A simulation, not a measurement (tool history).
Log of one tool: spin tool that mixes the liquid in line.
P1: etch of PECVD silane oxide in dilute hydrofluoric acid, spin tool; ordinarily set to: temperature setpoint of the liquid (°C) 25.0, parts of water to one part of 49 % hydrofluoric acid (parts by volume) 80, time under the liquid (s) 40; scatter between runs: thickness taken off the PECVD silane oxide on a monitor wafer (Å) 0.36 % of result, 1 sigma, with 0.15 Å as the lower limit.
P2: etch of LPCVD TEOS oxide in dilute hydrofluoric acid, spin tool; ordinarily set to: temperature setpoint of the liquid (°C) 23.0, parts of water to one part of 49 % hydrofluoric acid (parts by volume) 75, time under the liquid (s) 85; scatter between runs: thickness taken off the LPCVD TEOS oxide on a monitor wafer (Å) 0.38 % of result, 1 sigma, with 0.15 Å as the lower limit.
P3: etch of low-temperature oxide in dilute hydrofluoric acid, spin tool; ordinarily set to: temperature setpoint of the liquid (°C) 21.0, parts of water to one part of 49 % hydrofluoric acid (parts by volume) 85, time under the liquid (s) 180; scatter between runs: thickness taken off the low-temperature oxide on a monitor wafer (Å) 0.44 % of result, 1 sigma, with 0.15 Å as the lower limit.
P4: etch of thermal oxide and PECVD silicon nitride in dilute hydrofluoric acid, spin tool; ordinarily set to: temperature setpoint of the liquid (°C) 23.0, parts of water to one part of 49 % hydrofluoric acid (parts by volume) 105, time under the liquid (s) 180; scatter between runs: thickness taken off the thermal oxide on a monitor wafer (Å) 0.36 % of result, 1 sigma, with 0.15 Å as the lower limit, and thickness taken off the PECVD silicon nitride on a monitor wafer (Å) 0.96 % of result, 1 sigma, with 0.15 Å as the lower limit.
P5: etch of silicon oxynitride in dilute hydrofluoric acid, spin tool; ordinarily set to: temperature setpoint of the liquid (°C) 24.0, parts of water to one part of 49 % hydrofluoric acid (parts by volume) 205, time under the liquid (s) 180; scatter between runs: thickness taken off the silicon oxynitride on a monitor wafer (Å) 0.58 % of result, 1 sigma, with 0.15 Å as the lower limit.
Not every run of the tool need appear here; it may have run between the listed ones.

run	hour	process that ran	temperature setpoint of the liquid (°C)	parts of water to one part of 49 % hydrofluoric acid (parts by volume)	time under the liquid (s)	thickness taken off the PECVD silane oxide on a monitor wafer (Å)	thickness taken off the LPCVD TEOS oxide on a monitor wafer (Å)	thickness taken off the silicon oxynitride on a monitor wafer (Å)	thickness taken off the thermal oxide on a monitor wafer (Å)	thickness taken off the PECVD silicon nitride on a monitor wafer (Å)	thickness taken off the low-temperature oxide on a monitor wafer (Å)
1	3.0	P1	25.0	80	40	123.840					
2	5.2	P2	23.0	75	30		68.458				
3	8.3	P1	25.0	125	40	74.791					
4	12.1	P1	19.0	130	40	56.330					
5	14.5	P5	28.0	205	180			47.501			
6	18.1	P4	17.5	105	180				61.0650	19.7660	
7	21.7	P1	25.0	80	40	124.440					
8	25.2	P4	23.0	105	180				76.5490	28.5610	
9	28.6	P1	25.0	25	40	430.700					
10	31.6	P1	25.0	80	80	249.600					
11	35.5	P2	23.0	135	85		100.730				
12	39.5	P4	23.0	105	180				76.6990	28.9040	
13	43.1	P4	23.0	105	15				6.3074	2.3364	
14	45.3	P1	25.0	80	40	125.150					
15	48.6	P1	25.0	80	40	124.160					
16	51.9	P3	21.0	135	180						122.86
17	54.2	P3	21.0	85	180						205.83
18	56.5	P1	29.0	80	40	145.760					
19	59.9	P1	25.0	80	40	124.140					
20	63.0	P4	23.0	170	180				43.8770	17.8390	
21	64.9	P1	25.0	80	15	46.795					
22	66.8	P3	27.5	85	180						267.87
23	69.4	P5	24.0	205	180			39.806			
24	72.0	P1	20.0	80	40	101.370					
25	76.0	P3	21.0	85	365						418.60
# hour 78.2: thermometer replaced
26	78.9	P1	25.0	80	40	124.260					
27	82.7	P5	24.0	205	265			58.823			
28	85.5	P2	23.0	75	85		194.850				
29	89.4	P2	23.0	75	85		194.000				
30	92.4	P5	24.0	55	180			166.890			
31	96.1	P2	30.0	75	85		257.040				
32	98.6	P1	25.0	80	40	124.320					
33	101.0	P1	25.0	80	40	123.320					
34	103.0	P1	25.0	80	40	126.860					
35	104.9	P1	25.0	80	40	128.640					
36	107.3	P1	25.0	80	40	130.010					
37	110.0	P1	25.0	80	40	131.530					
38	113.1	P1	25.0	80	40	133.760					
39	116.8	P1	25.0	80	40	132.610					
40	120.9	P1	25.0	80	40	134.030					
41	123.0	P1	25.0	80	40	134.540					
42	127.0	P1	25.0	80	40	135.240					
43	130.6	P1	25.0	80	40	134.210					
44	133.0	P1	25.0	80	40	135.090					

Something has made what P1 gives creep away from where it was; the 2 causes below, each at its own stated size, fit the log equally well:
A: liquid hotter than its thermometer reads (K) = 2.1
B: hydrofluoric acid flow above the setpoint (%) = 7.82
At approximately hour 101.0, the process output began to creep.

Each of the check runs listed below is run on 2 wafers and reports their average, with the results left as question marks. Pick the one under which the possible causes would lead to clearly different results.
check 1	135.4	P5	24.0	205	180			?			
check 2	135.4	P2	23.0	75	85		?				
check 3	135.4	P3	21.0	85	180						?
check 4	135.4	P4	23.0	105	180				?	?	

Expected result of each check under each candidate cause:
check	result	if A	if B
check 1	thickness taken off the silicon oxynitride on a monitor wafer (Å)	43.711	43.453
check 2	thickness taken off the LPCVD TEOS oxide on a monitor wafer (Å)	211.520	210.970
check 3	thickness taken off the low-temperature oxide on a monitor wafer (Å)	225.11	224.41
check 4	thickness taken off the thermal oxide on a monitor wafer (Å)	83.2190	83.3530
check 4	thickness taken off the PECVD silicon nitride on a monitor wafer (Å)	32.9800	30.9390
Per-check spread between the two closest causes, in the result where they differ most: check 1 0.59 %; check 2 0.26 %; check 3 0.31 %; check 4 6.39 %
Check 4 is the one run that separates the causes; every other check would come out nearly the same whichever cause is at work.

Running check 4 produced the following: thickness taken off the thermal oxide on a monitor wafer (Å) 83.3130; thickness taken off the PECVD silicon nitride on a monitor wafer (Å) 32.7050. Which one of the listed causes fits?

The correct cause is A, namely: liquid hotter than its thermometer reads (K).

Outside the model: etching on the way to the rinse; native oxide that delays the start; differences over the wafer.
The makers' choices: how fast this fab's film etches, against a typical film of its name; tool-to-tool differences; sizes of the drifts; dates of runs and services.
